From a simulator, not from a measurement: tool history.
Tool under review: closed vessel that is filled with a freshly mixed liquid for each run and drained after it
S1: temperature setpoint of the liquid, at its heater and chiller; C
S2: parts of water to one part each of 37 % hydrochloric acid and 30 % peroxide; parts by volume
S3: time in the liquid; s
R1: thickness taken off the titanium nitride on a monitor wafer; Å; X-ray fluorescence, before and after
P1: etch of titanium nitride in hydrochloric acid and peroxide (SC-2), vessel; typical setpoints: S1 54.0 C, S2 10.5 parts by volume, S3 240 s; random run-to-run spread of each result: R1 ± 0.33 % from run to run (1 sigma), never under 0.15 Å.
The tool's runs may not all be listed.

run,hour,S1,S2,S3,R1
1,3.9,54.0,10.5,240,81.001
2,8.3,54.0,10.5,380,129.490
3,13.9,64.5,10.5,240,158.070
4,18.1,54.0,10.5,240,81.671
5,24.4,40.0,16.5,240,21.140
6,29.3,54.0,4.0,240,169.630
7,35.9,54.0,10.5,240,81.350
8,40.2,38.5,10.5,90,10.356
9,44.6,54.0,18.5,240,49.585
10,51.1,54.0,10.5,240,81.782
11,55.1,38.5,10.5,240,28.694
12,62.1,41.0,17.0,240,22.255
13,66.7,54.0,10.5,30,9.879
14,73.1,54.0,10.5,240,81.112
15,79.2,54.0,10.5,240,81.486
16,82.7,54.0,10.5,240,83.268
17,89.6,54.0,10.5,240,85.378

For run 18, what comes out?
18,94.5,54.0,10.5,240,?

R1: 86.270 Å

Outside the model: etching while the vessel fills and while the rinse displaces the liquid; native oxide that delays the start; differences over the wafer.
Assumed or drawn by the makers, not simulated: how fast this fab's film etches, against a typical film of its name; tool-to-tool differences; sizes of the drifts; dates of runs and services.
